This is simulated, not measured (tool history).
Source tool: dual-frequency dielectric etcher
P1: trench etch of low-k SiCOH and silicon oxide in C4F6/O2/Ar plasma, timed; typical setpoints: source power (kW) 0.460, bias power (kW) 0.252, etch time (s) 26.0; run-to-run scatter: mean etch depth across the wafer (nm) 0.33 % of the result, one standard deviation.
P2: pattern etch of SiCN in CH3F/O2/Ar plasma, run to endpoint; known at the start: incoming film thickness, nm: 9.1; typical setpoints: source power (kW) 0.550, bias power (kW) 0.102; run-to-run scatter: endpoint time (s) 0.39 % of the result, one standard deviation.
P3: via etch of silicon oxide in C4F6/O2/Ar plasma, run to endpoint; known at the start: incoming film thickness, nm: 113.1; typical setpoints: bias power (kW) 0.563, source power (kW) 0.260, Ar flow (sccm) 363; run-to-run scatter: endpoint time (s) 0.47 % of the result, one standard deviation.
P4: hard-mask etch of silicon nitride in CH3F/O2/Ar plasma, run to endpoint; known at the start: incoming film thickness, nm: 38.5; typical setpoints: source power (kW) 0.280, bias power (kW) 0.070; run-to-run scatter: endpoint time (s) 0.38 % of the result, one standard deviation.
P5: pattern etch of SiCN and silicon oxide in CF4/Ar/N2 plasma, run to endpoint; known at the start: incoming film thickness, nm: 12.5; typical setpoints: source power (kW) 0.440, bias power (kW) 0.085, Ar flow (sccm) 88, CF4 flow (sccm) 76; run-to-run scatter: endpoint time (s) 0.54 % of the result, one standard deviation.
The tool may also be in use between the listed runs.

| run | day | process that ran | source power (kW) | bias power (kW) | etch time (s) | Ar flow (sccm) | CF4 flow (sccm) | mean etch depth across the wafer (nm) | endpoint time (s) |
|---|---|---|---|---|---|---|---|---|---|
| 1 | 0.158 | P1 | 0.460 | 0.252 | 26.0 |  |  | 93.460 |  |
| 2 | 0.354 | P5 | 0.440 | 0.085 |  | 111 | 76 |  | 13.831 |
| 3 | 0.562 | P5 | 0.440 | 0.085 |  | 88 | 76 |  | 13.439 |
| 4 | 0.696 | P1 | 0.460 | 0.252 | 26.0 |  |  | 93.749 |  |
| 5 | 0.800 | P5 | 0.350 | 0.085 |  | 88 | 76 |  | 16.423 |
| 6 | 0.992 | P2 | 0.550 | 0.102 |  |  |  |  | 19.347 |
| 7 | 1.200 | P1 | 0.270 | 0.252 | 26.0 |  |  | 76.993 |  |
| 8 | 1.362 | P2 | 0.550 | 0.061 |  |  |  |  | 23.165 |
| 9 | 1.496 | P1 | 0.460 | 0.252 | 15.5 |  |  | 55.983 |  |
| 10 | 1.662 | P4 | 0.280 | 0.070 |  |  |  |  | 63.735 |
| 11 | 1.858 | P1 | 0.560 | 0.349 | 26.0 |  |  | 113.220 |  |
| 12 | 2.046 | P4 | 0.280 | 0.100 |  |  |  |  | 55.241 |
| 13 | 2.158 | P1 | 0.460 | 0.252 | 26.0 |  |  | 93.362 |  |
| 14 | 2.279 | P1 | 0.460 | 0.309 | 26.0 |  |  | 100.450 |  |
| 15 | 2.400 | P1 | 0.460 | 0.252 | 26.0 |  |  | 93.698 |  |
| 16 | 2.588 | P3 | 0.260 | 0.563 |  | 363 |  |  | 28.446 |
| 17 | 2.788 | P1 | 0.460 | 0.185 | 26.0 |  |  | 84.348 |  |
| 18 | 2.962 | P2 | 0.550 | 0.102 |  |  |  |  | 19.446 |
|  | 3.021 | wet clean of the chamber |
| 19 | 3.067 | P2 | 0.770 | 0.102 |  |  |  |  | 17.190 |
| 20 | 3.254 | P4 | 0.220 | 0.070 |  |  |  |  | 68.687 |
| 21 | 3.421 | P3 | 0.360 | 0.563 |  | 363 |  |  | 25.234 |
| 22 | 3.638 | P3 | 0.260 | 0.675 |  | 363 |  |  | 26.435 |
| 23 | 3.762 | P5 | 0.440 | 0.085 |  | 88 | 76 |  | 13.326 |
| 24 | 3.917 | P5 | 0.440 | 0.085 |  | 88 | 50 |  | 14.111 |
| 25 | 4.067 | P3 | 0.260 | 0.563 |  | 440 |  |  | 29.036 |
| 26 | 4.162 | P5 | 0.440 | 0.058 |  | 88 | 76 |  | 15.110 |
| 27 | 4.321 | P1 | 0.460 | 0.310 | 15.5 |  |  | 59.881 |  |
|  | 4.379 | source power generator calibrated |
| 28 | 4.533 | P1 | 0.460 | 0.252 | 36.5 |  |  | 131.010 |  |
| 29 | 4.712 | P1 | 0.650 | 0.252 | 26.0 |  |  | 107.440 |  |
| 30 | 4.808 | P1 | 0.460 | 0.252 | 26.0 |  |  | 93.095 |  |
| 31 | 4.946 | P1 | 0.460 | 0.252 | 26.0 |  |  | 93.910 |  |
| 32 | 5.042 | P1 | 0.460 | 0.252 | 26.0 |  |  | 94.352 |  |
| 33 | 5.142 | P1 | 0.460 | 0.252 | 26.0 |  |  | 94.323 |  |
| 34 | 5.308 | P1 | 0.460 | 0.252 | 26.0 |  |  | 94.654 |  |
| 35 | 5.525 | P1 | 0.460 | 0.252 | 26.0 |  |  | 95.261 |  |
| 36 | 5.675 | P1 | 0.460 | 0.252 | 26.0 |  |  | 95.050 |  |

What will run 37 give?
|  | 5.758 | wet clean of the chamber |
| 37 | 5.779 | P1 | 0.460 | 0.252 | 26.0 |  |  | ? |  |

Run 37 yielded mean etch depth across the wafer (nm) 94.771.
